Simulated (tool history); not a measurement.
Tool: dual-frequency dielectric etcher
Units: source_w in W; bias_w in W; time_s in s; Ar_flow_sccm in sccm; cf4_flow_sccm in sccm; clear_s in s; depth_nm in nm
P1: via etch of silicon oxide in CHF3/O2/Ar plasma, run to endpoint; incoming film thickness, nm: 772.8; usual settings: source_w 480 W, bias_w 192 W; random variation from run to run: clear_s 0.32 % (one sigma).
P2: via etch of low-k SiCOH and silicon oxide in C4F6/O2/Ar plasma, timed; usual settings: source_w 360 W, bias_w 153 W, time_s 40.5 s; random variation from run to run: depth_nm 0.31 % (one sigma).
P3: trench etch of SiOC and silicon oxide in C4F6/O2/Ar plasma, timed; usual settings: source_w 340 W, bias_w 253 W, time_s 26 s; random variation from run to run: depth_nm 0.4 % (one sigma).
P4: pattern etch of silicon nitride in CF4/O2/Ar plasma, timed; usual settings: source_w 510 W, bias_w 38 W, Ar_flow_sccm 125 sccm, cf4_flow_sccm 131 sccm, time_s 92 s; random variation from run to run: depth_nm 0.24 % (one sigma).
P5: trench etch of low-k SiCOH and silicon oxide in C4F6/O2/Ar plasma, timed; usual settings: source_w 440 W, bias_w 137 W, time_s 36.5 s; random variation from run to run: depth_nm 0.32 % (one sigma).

run   hour  process  source_w  bias_w  time_s  Ar_flow_sccm  cf4_flow_sccm  hours since the last wet clean  hours since the last source power generator calibration  hours since the last bias power generator calibration  clear_s  depth_nm
  1   14.1       P1       480     192                                                                209.6                                                      305                                                  601.3   422.57
  2   27.3       P3       270     253      26                                                        222.8                                                    318.2                                                  614.5             46.633
  3   41.7       P4       510      38   134.5           125            131                           237.2                                                    332.6                                                  628.9             236.01
  4   57.2       P5       440     137    36.5                                                        252.7                                                    348.1                                                  644.4             107.76
  5     66       P3       340     253      26                                                        261.5                                                    356.9                                                  653.2             50.835
  6   74.1       P4       510      38      92           125            176                           269.6                                                      365                                                  661.3             167.16
  7   81.1       P1       480     192                                                                276.6                                                      372                                                  668.3   423.36
      83.8  -- wet clean of the chamber
  8   96.3       P1       480     260                                                                 12.5                                                    387.2                                                  683.5   378.17
  9  110.4       P5       440     102    36.5                                                         26.6                                                    401.3                                                  697.6             99.534
 10  121.9       P1       580     260                                                                 38.1                                                    412.8                                                  709.1   353.92
 11    131       P4       510      38      92            76            131                            47.2                                                    421.9                                                  718.2             171.55
     141.7  -- bias power generator calibrated
 12  143.7       P1       330     127                                                                 59.9                                                    434.6                                                    2.1   559.34
 13  157.1       P5       440     137    36.5                                                         73.3                                                      448                                                   15.5             108.34
 14  166.7       P1       480     192                                                                 82.9                                                    457.6                                                   25.1   419.94
 15    175       P2       510     153    40.5                                                         91.2                                                    465.9                                                   33.4              102.2
 16  186.6       P1       480     192                                                                102.8                                                    477.5                                                     45   420.81
     187.2  -- source power generator calibrated
 17  195.3       P2       360     153    40.5                                                        111.5                                                      8.1                                                   53.7             89.653
 18    203       P1       350     192                                                                119.2                                                     15.8                                                   61.4    475.9
 19  211.3       P5       610     137    36.5                                                        127.5                                                     24.1                                                   69.7             122.65
 20  223.3       P2       360     153    40.5                                                        139.5                                                     36.1                                                   81.7             89.532
 21  234.7       P3       340     253      20                                                        150.9                                                     47.5                                                   93.1             39.589
 22  246.4       P4       510      38      92           125            131                           162.6                                                     59.2                                                  104.8             161.15
 23  260.8       P5       440     137    53.5                                                          177                                                     73.6                                                  119.2              158.9
 24  274.6       P4       400      38      92           125            131                           190.8                                                     87.4                                                    133             130.02
 25  282.8       P1       480     123                                                                  199                                                     95.6                                                  141.2   488.69
 26  292.1       P4       510      47      92           125            131                           208.3                                                    104.9                                                  150.5             175.16
 27  305.8       P2       360      89    40.5                                                          222                                                    118.6                                                  164.2             76.529
 28  321.7       P1       480     192                                                                237.9                                                    134.5                                                  180.1   421.86
 29  335.8       P1       570     192                                                                  252                                                    148.6                                                  194.2   393.21
 30  344.2       P1       480     192                                                                260.4                                                      157                                                  202.6   419.43
 31  354.9       P3       340     157      26                                                        271.1                                                    167.7                                                  213.3             43.771
 32  364.4       P2       360     153      29                                                        280.6                                                    177.2                                                  222.8             63.809
 33  380.1       P1       330     136                                                                296.3                                                    192.9                                                  238.5   543.66
 34  390.4       P1       480     192                                                                306.6                                                    203.2                                                  248.8   423.27
 35  399.7       P1       480     192                                                                315.9                                                    212.5                                                  258.1   424.07
 36  415.9       P1       480     192                                                                332.1                                                    228.7                                                  274.3   426.92
 37  429.7       P1       480     192                                                                345.9                                                    242.5                                                  288.1   426.63
 38  436.9       P1       480     192                                                                353.1                                                    249.7                                                  295.3   429.27

The next listed run, before its measurement:
 39  447.4       P1       480     192                                                                363.6                                                    260.2                                                  305.8        ?

{"run 39": {"clear_s": 430.1}}
